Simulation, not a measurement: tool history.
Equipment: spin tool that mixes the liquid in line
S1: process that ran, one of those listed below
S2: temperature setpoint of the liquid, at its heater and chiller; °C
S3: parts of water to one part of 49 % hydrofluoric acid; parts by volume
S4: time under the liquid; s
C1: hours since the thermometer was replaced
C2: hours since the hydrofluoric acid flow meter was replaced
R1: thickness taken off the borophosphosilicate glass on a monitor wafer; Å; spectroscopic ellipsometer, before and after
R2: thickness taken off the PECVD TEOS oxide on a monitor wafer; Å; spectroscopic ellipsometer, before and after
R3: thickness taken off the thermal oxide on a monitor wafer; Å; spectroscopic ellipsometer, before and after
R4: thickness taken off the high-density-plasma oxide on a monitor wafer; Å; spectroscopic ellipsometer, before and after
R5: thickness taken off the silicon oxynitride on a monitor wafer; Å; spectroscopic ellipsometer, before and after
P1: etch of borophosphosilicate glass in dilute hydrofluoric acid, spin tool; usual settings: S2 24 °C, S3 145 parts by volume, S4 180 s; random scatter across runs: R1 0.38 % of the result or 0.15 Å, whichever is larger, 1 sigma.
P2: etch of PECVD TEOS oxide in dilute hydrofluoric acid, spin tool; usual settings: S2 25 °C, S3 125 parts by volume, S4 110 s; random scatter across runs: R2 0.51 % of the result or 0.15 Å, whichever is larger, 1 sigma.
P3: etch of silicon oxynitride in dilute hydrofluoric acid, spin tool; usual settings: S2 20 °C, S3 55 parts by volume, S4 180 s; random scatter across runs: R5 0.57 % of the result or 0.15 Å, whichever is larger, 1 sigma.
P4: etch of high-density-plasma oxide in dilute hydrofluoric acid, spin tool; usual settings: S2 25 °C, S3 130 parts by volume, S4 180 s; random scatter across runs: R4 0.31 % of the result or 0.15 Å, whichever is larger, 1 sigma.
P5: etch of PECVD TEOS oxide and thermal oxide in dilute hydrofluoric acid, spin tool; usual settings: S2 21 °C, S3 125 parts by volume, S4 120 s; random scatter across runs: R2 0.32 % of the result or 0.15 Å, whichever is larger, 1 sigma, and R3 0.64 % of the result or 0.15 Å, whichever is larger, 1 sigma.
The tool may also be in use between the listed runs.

| run | hour | S1 | S2 | S3 | S4 | C1 | C2 | R1 | R2 | R3 | R4 | R5 |
|---|---|---|---|---|---|---|---|---|---|---|---|---|
| 1 | 6.1 | P1 | 24 | 145 | 180 | 1673.6 | 577.9 | 363.86 |  |  |  |  |
| 2 | 11.5 | P1 | 24 | 145 | 15 | 1679 | 583.3 | 30.292 |  |  |  |  |
| 3 | 15.9 | P2 | 17 | 125 | 110 | 1683.4 | 587.7 |  | 98.941 |  |  |  |
| 4 | 21.7 | P2 | 25 | 125 | 110 | 1689.2 | 593.5 |  | 135.88 |  |  |  |
| 5 | 28 | P5 | 21 | 125 | 210 | 1695.5 | 599.8 |  | 187.93 | 67.124 |  |  |
| 6 | 35.7 | P1 | 17 | 195 | 180 | 1703.2 | 607.5 | 196.47 |  |  |  |  |
| 7 | 40.4 | P1 | 24 | 145 | 180 | 1707.9 | 612.2 | 365.52 |  |  |  |  |
| 8 | 47.6 | P5 | 21 | 35 | 120 | 1715.1 | 619.4 |  | 424.66 | 152.3 |  |  |
| 9 | 54.9 | P1 | 24 | 145 | 180 | 1722.4 | 626.7 | 360.66 |  |  |  |  |
| 10 | 60.4 | P4 | 25 | 130 | 180 | 1727.9 | 632.2 |  |  |  | 68.673 |  |
| 11 | 65.1 | P1 | 24 | 145 | 180 | 1732.6 | 636.9 | 364.49 |  |  |  |  |
| 12 | 71 | P1 | 24 | 95 | 180 | 1738.5 | 642.8 | 592.39 |  |  |  |  |
| 13 | 76.9 | P2 | 25 | 125 | 185 | 1744.4 | 648.7 |  | 230.21 |  |  |  |
| 14 | 84.1 | P4 | 25 | 220 | 180 | 1751.6 | 655.9 |  |  |  | 36.265 |  |
| 15 | 87.8 | P5 | 21 | 125 | 120 | 1755.3 | 659.6 |  | 106.16 | 37.623 |  |  |
| 16 | 95.9 | P1 | 30.5 | 145 | 180 | 1763.4 | 667.7 | 464.63 |  |  |  |  |
| 17 | 100.7 | P1 | 24 | 255 | 180 | 1768.2 | 672.5 | 184.77 |  |  |  |  |
| 18 | 106.9 | P1 | 17 | 145 | 180 | 1774.4 | 678.7 | 276.7 |  |  |  |  |
| 19 | 110.5 | P2 | 25 | 195 | 110 | 1778 | 682.3 |  | 80.612 |  |  |  |
| 20 | 115.8 | P1 | 17.5 | 45 | 180 | 1783.3 | 687.6 | 1005.4 |  |  |  |  |
| 21 | 121.2 | P1 | 24 | 145 | 330 | 1788.7 | 693 | 667.32 |  |  |  |  |
| 22 | 126.3 | P5 | 28 | 125 | 120 | 1793.8 | 698.1 |  | 140.41 | 50.117 |  |  |
| 23 | 133.5 | P4 | 25 | 130 | 85 | 1801 | 705.3 |  |  |  | 32.263 |  |
| 24 | 139.9 | P3 | 20 | 55 | 365 | 1807.4 | 711.7 |  |  |  |  | 80.331 |
| 25 | 145.9 | P3 | 20 | 25 | 180 | 1813.4 | 717.7 |  |  |  |  | 88.978 |
| 26 | 149.7 | P5 | 21 | 125 | 120 | 1817.2 | 721.5 |  | 106.63 | 38.182 |  |  |
| 27 | 157.7 | P3 | 20 | 55 | 180 | 1825.2 | 729.5 |  |  |  |  | 39.595 |
| 28 | 163.4 | P3 | 17 | 55 | 180 | 1830.9 | 735.2 |  |  |  |  | 34.453 |
| 29 | 167.2 | P3 | 20 | 55 | 180 | 1834.7 | 739 |  |  |  |  | 39.801 |
| 30 | 172.2 | P4 | 29 | 130 | 180 | 1839.7 | 744 |  |  |  | 79.635 |  |
| 31 | 178.1 | P1 | 24 | 145 | 180 | 1845.6 | 749.9 | 362.63 |  |  |  |  |
| 32 | 185.3 | P1 | 24 | 145 | 180 | 1852.8 | 757.1 | 377.45 |  |  |  |  |
| 33 | 189.2 | P1 | 24 | 145 | 180 | 1856.7 | 761 | 380.92 |  |  |  |  |

For run 34, what comes out?
| 34 | 193.3 | P1 | 24 | 145 | 180 | 1860.8 | 765.1 | ? |  |  |  |  |

{"run 34": {"R1": 385.23}}
